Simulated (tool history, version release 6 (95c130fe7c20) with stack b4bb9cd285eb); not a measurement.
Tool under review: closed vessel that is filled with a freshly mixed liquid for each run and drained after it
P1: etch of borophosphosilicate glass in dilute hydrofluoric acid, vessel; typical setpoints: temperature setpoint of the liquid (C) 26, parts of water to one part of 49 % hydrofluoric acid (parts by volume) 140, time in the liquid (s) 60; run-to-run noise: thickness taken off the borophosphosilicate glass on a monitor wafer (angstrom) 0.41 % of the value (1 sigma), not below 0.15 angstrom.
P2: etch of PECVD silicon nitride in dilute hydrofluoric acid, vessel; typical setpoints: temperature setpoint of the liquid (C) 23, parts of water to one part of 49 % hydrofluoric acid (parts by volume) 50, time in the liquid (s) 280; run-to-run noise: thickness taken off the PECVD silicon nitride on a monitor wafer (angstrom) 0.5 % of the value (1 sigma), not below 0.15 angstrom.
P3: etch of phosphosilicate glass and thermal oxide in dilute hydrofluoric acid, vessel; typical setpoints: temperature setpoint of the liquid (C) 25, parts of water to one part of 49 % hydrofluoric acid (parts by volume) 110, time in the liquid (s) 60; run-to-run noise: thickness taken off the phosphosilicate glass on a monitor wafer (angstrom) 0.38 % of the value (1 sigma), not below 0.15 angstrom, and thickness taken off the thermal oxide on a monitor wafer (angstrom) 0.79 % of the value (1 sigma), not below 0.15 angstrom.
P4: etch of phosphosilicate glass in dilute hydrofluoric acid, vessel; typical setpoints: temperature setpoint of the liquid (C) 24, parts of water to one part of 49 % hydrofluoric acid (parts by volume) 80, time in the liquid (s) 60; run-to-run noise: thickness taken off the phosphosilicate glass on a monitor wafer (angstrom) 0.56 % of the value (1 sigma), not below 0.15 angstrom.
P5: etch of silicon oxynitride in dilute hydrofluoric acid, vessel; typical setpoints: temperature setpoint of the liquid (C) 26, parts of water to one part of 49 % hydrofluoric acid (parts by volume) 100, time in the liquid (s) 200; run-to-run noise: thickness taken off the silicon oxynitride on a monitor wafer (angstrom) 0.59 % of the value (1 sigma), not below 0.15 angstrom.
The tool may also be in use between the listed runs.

run,day,process that ran,temperature setpoint of the liquid (C),parts of water to one part of 49 % hydrofluoric acid (parts by volume),time in the liquid (s),hours since the thermometer was replaced,hours since the hydrofluoric acid flow meter was replaced,thickness taken off the borophosphosilicate glass on a monitor wafer (angstrom),thickness taken off the PECVD silicon nitride on a monitor wafer (angstrom),thickness taken off the phosphosilicate glass on a monitor wafer (angstrom),thickness taken off the thermal oxide on a monitor wafer (angstrom),thickness taken off the silicon oxynitride on a monitor wafer (angstrom)
1,0.079,P1,26,140,60,454.7,806,229.92,,,,
2,0.221,P1,26,140,115,458.1,809.4,439.62,,,,
3,0.342,P2,23,50,500,461,812.3,,246.59,,,
4,0.475,P3,25,110,60,464.2,815.5,,,603.56,26.289,
5,0.608,P2,28.5,50,280,467.4,818.7,,200.06,,,
6,0.692,P1,26,85,60,469.4,820.7,404.18,,,,
7,0.871,P5,26,100,200,473.7,825,,,,,46.79
8,1.05,P4,24,80,120,478,829.3,,,915.41,,
9,1.212,P3,25,110,100,481.9,833.2,,,1001.8,43.642,
10,1.35,P1,26,140,60,485.2,836.5,230.08,,,,
11,1.488,P4,17,80,60,488.5,839.8,,,340.71,,
12,1.642,P1,26,140,60,492.2,843.5,230.23,,,,
13,1.779,P5,32.5,100,200,495.5,846.8,,,,,62.162
14,1.867,P3,25,200,60,497.6,848.9,,,296.36,13.205,
15,1.954,P5,26,100,200,499.7,851,,,,,46.824
16,2.042,P4,24,135,60,501.8,853.1,,,253.97,,
17,2.154,P1,26,140,60,504.5,855.8,229.79,,,,
18,2.321,P5,26,160,200,508.5,859.8,,,,,27.306
19,2.479,P1,26,140,30,512.3,863.6,115.17,,,,
20,2.658,P1,26,250,60,516.6,867.9,112.91,,,,
21,2.821,P4,24,80,60,520.5,871.8,,,453.26,,
# day 2.946: thermometer replaced
22,2.95,P1,26,40,35,0.2,874.9,531.47,,,,
23,3.058,P1,20,140,85,2.8,877.5,256.95,,,,
24,3.171,P1,34,140,60,5.5,880.2,308.25,,,,
25,3.338,P2,23,50,280,9.5,884.2,,139.8,,,
26,3.475,P1,21.5,140,60,12.8,887.5,194.4,,,,
27,3.579,P3,32,110,60,15.3,890,,,784.34,34.432,
28,3.708,P4,24,80,60,18.4,893.1,,,457.22,,
29,3.804,P2,23,50,280,20.7,895.4,,139.04,,,
# day 3.946: hydrofluoric acid flow meter replaced
30,3.983,P1,26,140,60,25,0.9,229.26,,,,
31,4.154,P5,26,100,300,29.1,5,,,,,70.181
32,4.254,P2,23,85,280,31.5,7.4,,82.6,,,
33,4.388,P1,26,140,60,34.7,10.6,228.07,,,,
34,4.492,P1,26,140,60,37.2,13.1,229.58,,,,
35,4.638,P1,26,140,60,40.7,16.6,221.84,,,,
36,4.771,P1,26,140,60,43.9,19.8,218.91,,,,
37,4.862,P1,26,140,60,46.1,22,216.09,,,,
38,4.958,P1,26,140,60,48.4,24.3,215.63,,,,
39,5.042,P1,26,140,60,50.4,26.3,215.61,,,,
40,5.179,P1,26,140,60,53.7,29.6,213.37,,,,
41,5.342,P1,26,140,60,57.6,33.5,212.97,,,,
42,5.5,P1,26,140,60,61.4,37.3,213.74,,,,
43,5.588,P1,26,140,60,63.5,39.4,213.65,,,,

The output of P1 has drifted from where it used to be. Each of the 2 causes below, taken at the size shown beside it, accounts for the log equally well:
A: liquid colder than its thermometer reads (K) = 1.94
B: hydrofluoric acid flow below the setpoint (%) = 6.08
The drift started at roughly day 4.492.

Question marks stand in for the results of the 4 check runs listed below, each run on one wafer. Under which run would the listed causes show clearly different results?
check 1,5.675,P5,29.5,155,200,,,,,,,?
check 2,5.675,P2,28,50,280,,,,?,,,
check 3,5.675,P4,17,125,60,,,,,?,,
check 4,5.675,P3,29.5,185,60,,,,,?,?,

Predicted outcomes, by check and by cause:
check,result,if A,if B
check 1,thickness taken off the silicon oxynitride on a monitor wafer (angstrom),30.636,31.032
check 2,thickness taken off the PECVD silicon nitride on a monitor wafer (angstrom),171.1,182.77
check 3,thickness taken off the phosphosilicate glass on a monitor wafer (angstrom),192.05,194.1
check 4,thickness taken off the phosphosilicate glass on a monitor wafer (angstrom),359.52,356.47
check 4,thickness taken off the thermal oxide on a monitor wafer (angstrom),15.755,15.622
Minimum pairwise separation of causes per check, each pair taken at its best-separating result: check 1 1.29 %; check 2 6.6 %; check 3 1.06 %; check 4 0.85 %
The causes can be told apart only by check 2. The other checks would give nearly the same results under each of them.

With check 2 done, the readings were: thickness taken off the PECVD silicon nitride on a monitor wafer (angstrom) 169.97. Identify which of the listed causes applies.

It was cause A: liquid colder than its thermometer reads (K).

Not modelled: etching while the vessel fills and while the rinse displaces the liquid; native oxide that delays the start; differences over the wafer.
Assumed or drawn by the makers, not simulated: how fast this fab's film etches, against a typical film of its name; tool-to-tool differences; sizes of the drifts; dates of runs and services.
